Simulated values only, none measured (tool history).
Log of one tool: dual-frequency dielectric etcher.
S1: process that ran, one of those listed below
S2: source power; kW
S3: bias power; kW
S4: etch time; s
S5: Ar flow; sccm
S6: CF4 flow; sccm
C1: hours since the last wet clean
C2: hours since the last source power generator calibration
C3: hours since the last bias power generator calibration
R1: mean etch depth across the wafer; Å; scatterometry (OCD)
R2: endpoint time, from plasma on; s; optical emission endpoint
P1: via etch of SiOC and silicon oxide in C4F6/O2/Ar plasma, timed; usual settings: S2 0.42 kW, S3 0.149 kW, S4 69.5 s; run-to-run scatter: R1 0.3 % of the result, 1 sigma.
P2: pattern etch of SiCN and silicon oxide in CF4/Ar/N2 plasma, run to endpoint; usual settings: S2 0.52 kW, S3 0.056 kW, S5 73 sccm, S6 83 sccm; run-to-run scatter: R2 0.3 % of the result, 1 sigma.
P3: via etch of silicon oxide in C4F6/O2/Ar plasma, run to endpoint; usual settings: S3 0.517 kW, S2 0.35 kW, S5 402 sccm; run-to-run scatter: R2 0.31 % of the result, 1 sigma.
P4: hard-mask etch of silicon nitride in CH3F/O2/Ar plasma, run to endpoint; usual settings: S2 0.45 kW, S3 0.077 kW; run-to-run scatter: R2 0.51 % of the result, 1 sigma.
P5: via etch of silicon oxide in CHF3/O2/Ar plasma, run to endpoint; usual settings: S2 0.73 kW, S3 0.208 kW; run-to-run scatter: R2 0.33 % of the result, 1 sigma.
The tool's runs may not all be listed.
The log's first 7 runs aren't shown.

run    day  S1    S2     S3     S4   S5  S6     C1      C2      C3      R1      R2
  8  1.142  P5  0.73  0.208                  100.7  1959.8  1029.4          186.15
  9  1.321  P1  0.29  0.149   69.5             105  1964.1  1033.7  646.41
 10  1.462  P5  0.46  0.208                  108.4  1967.5  1037.1          221.49
 11  1.554  P3  0.35  0.517         238      110.6  1969.7  1039.3          22.094
 12  1.733  P4  0.63  0.077                  114.9    1974  1043.6          64.271
 13  1.929  P5  0.73  0.291                  119.6  1978.7  1048.3          165.41
 14  2.017  P1  0.42  0.103   69.5           121.7  1980.8  1050.4  666.34
 15  2.196  P4  0.45  0.077                    126  1985.1  1054.7          74.082
 16  2.362  P3   0.5  0.517         402        130  1989.1  1058.7          20.352
 17  2.554  P1  0.42  0.149  101.5           134.6  1993.7  1063.3  1090.4
 18  2.729  P4  0.45  0.047                  138.8  1997.9  1067.5          87.572
 19    2.9  P1  0.42  0.149   69.5           142.9    2002  1071.6  743.47
 20  3.017  P2  0.52  0.056          73  83  145.7  2004.8  1074.4          8.8697
 21   3.15  P2  0.52  0.056          46  83  148.9    2008  1077.6          8.3657
 22  3.304  P1  0.42  0.187   69.5           152.6  2011.7  1081.3  796.89
 23  3.404  P2  0.52  0.056          73  66    155  2014.1  1083.7          9.1496
     3.496  -- bias power generator calibrated
 24  3.508  P2  0.52  0.075          73  83  157.5  2016.6     0.4          8.1209
 25  3.642  P3  0.35   0.32         402      160.7  2019.8     3.6          27.846

The next listed run, before its measurement:
 26  3.746  P1  0.42  0.149  69.5          163.2  2022.3  6.1   ?

{"run 26": {"R1": 746.92}}
